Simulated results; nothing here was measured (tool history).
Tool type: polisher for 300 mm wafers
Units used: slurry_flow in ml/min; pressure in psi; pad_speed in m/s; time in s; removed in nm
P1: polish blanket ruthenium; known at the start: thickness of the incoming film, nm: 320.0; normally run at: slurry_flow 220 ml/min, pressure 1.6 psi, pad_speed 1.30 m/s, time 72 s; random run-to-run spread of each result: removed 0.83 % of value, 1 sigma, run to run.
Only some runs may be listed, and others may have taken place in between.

{"run": 1, "hour": 3.4, "slurry_flow": 220, "pressure": 1.6, "pad_speed": 1.3, "time": 72, "removed": 93.513}
{"run": 2, "hour": 5.7, "slurry_flow": 220, "pressure": 2.5, "pad_speed": 1.3, "time": 35, "removed": 72.018}
{"run": 3, "hour": 8.6, "slurry_flow": 220, "pressure": 1.6, "pad_speed": 1.3, "time": 72, "removed": 95.28}
{"run": 4, "hour": 10.7, "slurry_flow": 220, "pressure": 1.6, "pad_speed": 1.3, "time": 72, "removed": 95.921}
{"run": 5, "hour": 14.1, "slurry_flow": 220, "pressure": 1.6, "pad_speed": 2.06, "time": 72, "removed": 150.29}
{"run": 6, "hour": 16.2, "slurry_flow": 220, "pressure": 2.3, "pad_speed": 1.3, "time": 72, "removed": 134.39}
{"run": 7, "hour": 19.5, "slurry_flow": 220, "pressure": 0.7, "pad_speed": 1.3, "time": 72, "removed": 41.325}
{"run": 8, "hour": 22.9, "slurry_flow": 220, "pressure": 1.6, "pad_speed": 1.3, "time": 72, "removed": 94.061}
{"run": 9, "hour": 25.5, "slurry_flow": 220, "pressure": 2.3, "pad_speed": 1.3, "time": 106, "removed": 201.3}
{"hour": 26.3, "done": "slurry nozzle cleaned"}
{"run": 10, "hour": 27.6, "slurry_flow": 130, "pressure": 1.6, "pad_speed": 1.3, "time": 72, "removed": 87.588}
{"run": 11, "hour": 32.2, "slurry_flow": 345, "pressure": 1.6, "pad_speed": 1.3, "time": 72, "removed": 99.171}
{"run": 12, "hour": 35.4, "slurry_flow": 220, "pressure": 1.6, "pad_speed": 0.88, "time": 72, "removed": 65.156}
{"run": 13, "hour": 39.2, "slurry_flow": 220, "pressure": 1.6, "pad_speed": 1.3, "time": 102, "removed": 135.28}
{"hour": 39.8, "done": "worn pad replaced by a new one"}
{"run": 14, "hour": 41.5, "slurry_flow": 220, "pressure": 1.6, "pad_speed": 1.3, "time": 53, "removed": 69.352}
{"run": 15, "hour": 44.1, "slurry_flow": 220, "pressure": 1.6, "pad_speed": 1.3, "time": 72, "removed": 94.068}
{"run": 16, "hour": 48.0, "slurry_flow": 220, "pressure": 2.5, "pad_speed": 1.3, "time": 35, "removed": 71.435}
{"run": 17, "hour": 52.3, "slurry_flow": 220, "pressure": 1.6, "pad_speed": 1.3, "time": 72, "removed": 94.54}
{"run": 18, "hour": 55.7, "slurry_flow": 220, "pressure": 1.6, "pad_speed": 1.3, "time": 72, "removed": 95.69}
{"run": 19, "hour": 60.3, "slurry_flow": 220, "pressure": 1.6, "pad_speed": 1.3, "time": 72, "removed": 92.979}
{"run": 20, "hour": 64.4, "slurry_flow": 220, "pressure": 1.6, "pad_speed": 1.3, "time": 72, "removed": 92.074}
{"run": 21, "hour": 68.6, "slurry_flow": 220, "pressure": 1.6, "pad_speed": 1.3, "time": 72, "removed": 89.729}
{"hour": 69.6, "done": "worn pad replaced by a new one"}
{"run": 22, "hour": 73.1, "slurry_flow": 220, "pressure": 1.6, "pad_speed": 1.3, "time": 72, "removed": 89.531}

Run 23 comes next. What will it give?
{"run": 23, "hour": 76.9, "slurry_flow": 220, "pressure": 1.6, "pad_speed": 1.3, "time": 72, "removed": "?"}

Run 23 measured removed 89.684 nm.
